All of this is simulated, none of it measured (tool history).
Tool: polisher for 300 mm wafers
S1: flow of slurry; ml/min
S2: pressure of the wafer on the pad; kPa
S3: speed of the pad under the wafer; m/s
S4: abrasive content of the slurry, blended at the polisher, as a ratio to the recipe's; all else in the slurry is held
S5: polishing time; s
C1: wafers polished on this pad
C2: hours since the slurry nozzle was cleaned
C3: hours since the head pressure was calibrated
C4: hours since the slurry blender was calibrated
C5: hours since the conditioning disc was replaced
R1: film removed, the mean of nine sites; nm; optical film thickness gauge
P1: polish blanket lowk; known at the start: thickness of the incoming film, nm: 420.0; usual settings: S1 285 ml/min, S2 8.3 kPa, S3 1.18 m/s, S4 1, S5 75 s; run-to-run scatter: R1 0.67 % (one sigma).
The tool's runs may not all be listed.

| run | hour | S1 | S2 | S3 | S4 | S5 | C1 | C2 | C3 | C4 | C5 | R1 |
|---|---|---|---|---|---|---|---|---|---|---|---|---|
| 1 | 5.3 | 285 | 8.3 | 1.18 | 1 | 75 | 434 | 143.7 | 146.7 | 217.5 | 79.5 | 23.918 |
| 2 | 10.7 | 285 | 8.3 | 1.18 | 1 | 75 | 479 | 149.1 | 152.1 | 222.9 | 84.9 | 23.899 |
| 3 | 15.5 | 285 | 8.3 | 0.68 | 1 | 75 | 518 | 153.9 | 156.9 | 227.7 | 89.7 | 15.381 |
|  | 19.5 | worn pad replaced by a new one |
| 4 | 20.9 | 285 | 8.3 | 1.18 | 1 | 75 | 12 | 159.3 | 162.3 | 233.1 | 95.1 | 23.79 |
| 5 | 26.1 | 360 | 8.3 | 1.18 | 1 | 75 | 54 | 164.5 | 167.5 | 238.3 | 100.3 | 24.125 |
| 6 | 31.9 | 170 | 8.3 | 1.18 | 1 | 75 | 102 | 170.3 | 173.3 | 244.1 | 106.1 | 22.236 |
| 7 | 37.9 | 285 | 8.3 | 1.88 | 1 | 75 | 151 | 176.3 | 179.3 | 250.1 | 112.1 | 34.552 |
| 8 | 41.4 | 285 | 8.3 | 0.62 | 1 | 37 | 179 | 179.8 | 182.8 | 253.6 | 115.6 | 7.1072 |
| 9 | 44.4 | 285 | 8.3 | 1.18 | 1 | 40 | 204 | 182.8 | 185.8 | 256.6 | 118.6 | 12.595 |
| 10 | 49.6 | 285 | 8.3 | 1.18 | 1 | 75 | 246 | 188 | 191 | 261.8 | 123.8 | 23.967 |
| 11 | 55.8 | 285 | 8.3 | 1.18 | 1 | 75 | 297 | 194.2 | 197.2 | 268 | 130 | 23.615 |
| 12 | 60.8 | 285 | 4.1 | 1.18 | 1 | 75 | 338 | 199.2 | 202.2 | 273 | 135 | 11.93 |
| 13 | 64.8 | 285 | 11.7 | 1.18 | 1 | 75 | 370 | 203.2 | 206.2 | 277 | 139 | 33.78 |
| 14 | 68.1 | 285 | 8.3 | 1.18 | 1 | 111 | 397 | 206.5 | 209.5 | 280.3 | 142.3 | 34.865 |
| 15 | 71.4 | 285 | 8.3 | 1.18 | 0.55 | 75 | 424 | 209.8 | 212.8 | 283.6 | 145.6 | 17.23 |
| 16 | 74.4 | 285 | 8.3 | 1.18 | 1.3 | 75 | 449 | 212.8 | 215.8 | 286.6 | 148.6 | 26.191 |
| 17 | 78.9 | 285 | 8.3 | 1.18 | 1 | 75 | 486 | 217.3 | 220.3 | 291.1 | 153.1 | 23.446 |
| 18 | 84.1 | 285 | 8.3 | 1.18 | 1 | 75 | 528 | 222.5 | 225.5 | 296.3 | 158.3 | 22.93 |
| 19 | 89.5 | 285 | 8.3 | 1.18 | 1 | 75 | 572 | 227.9 | 230.9 | 301.7 | 163.7 | 22.086 |
| 20 | 93 | 285 | 8.3 | 1.18 | 1 | 75 | 601 | 231.4 | 234.4 | 305.2 | 167.2 | 22.011 |
| 21 | 96.7 | 285 | 8.3 | 1.18 | 1 | 75 | 631 | 235.1 | 238.1 | 308.9 | 170.9 | 21.504 |
|  | 97 | slurry nozzle cleaned |
| 22 | 102 | 285 | 8.3 | 1.18 | 1 | 75 | 675 | 5.1 | 243.4 | 314.2 | 176.2 | 21.412 |
|  | 105.2 | conditioning disc replaced and pad reconditioned |
| 23 | 106.8 | 285 | 8.3 | 1.18 | 1 | 75 | 714 | 9.9 | 248.2 | 319 | 1.6 | 21.231 |
|  | 107 | worn pad replaced by a new one |
| 24 | 111.5 | 285 | 8.3 | 1.18 | 1 | 75 | 37 | 14.6 | 252.9 | 323.7 | 6.3 | 21.074 |
| 25 | 117.5 | 285 | 8.3 | 1.18 | 1 | 75 | 86 | 20.6 | 258.9 | 329.7 | 12.3 | 21.038 |
| 26 | 122.4 | 285 | 8.3 | 1.18 | 1 | 75 | 126 | 25.5 | 263.8 | 334.6 | 17.2 | 21.148 |

What P1 gives has crept away from where it was. These 2 causes fit the log equally well, each at the size given:
A: head's pressure below its setpoint, % = 11.3
B: abrasive missing from the slurry, % = 21.9
The creep began at about hour 78.9.
Why every other cause is out:
removal rate lost through wear of the pad, %: serviced at hour 107, which brought nothing back
slurry flow missing at the pad, %: serviced at hour 97, which brought nothing back
time polished since the conditioner stopped cutting, s: serviced at hour 105.2, which brought nothing back

4 check runs are offered, each on 3 wafers whose results are averaged, their results left as question marks. Which one tells the causes apart?
| check 1 | 127.3 | 170 | 8.3 | 1.18 | 1 | 109 |  |  |  |  |  | ? |
| check 2 | 127.3 | 285 | 5.5 | 1.18 | 1 | 75 |  |  |  |  |  | ? |
| check 3 | 127.3 | 285 | 8.3 | 0.7 | 0.6 | 75 |  |  |  |  |  | ? |
| check 4 | 127.3 | 285 | 11.7 | 1.82 | 1 | 75 |  |  |  |  |  | ? |

What each check would give under each cause:
| check | result | if A | if B |
|---|---|---|---|
| check 1 | R1 | 28.8 | 28.798 |
| check 2 | R1 | 14.065 | 14.065 |
| check 3 | R1 | 10.663 | 10.336 |
| check 4 | R1 | 42.273 | 42.27 |
How far apart the two closest causes lie, in the result that separates them most: check 1 0.01 %; check 2 0.01 %; check 3 3.11 %; check 4 0.01 %
Only check 3 tells the causes apart: in the others they would give nearly the same result.

Then check 3 was run and gave: R1 10.6 nm. Which cause is it?

It is A: head's pressure below its setpoint, %.
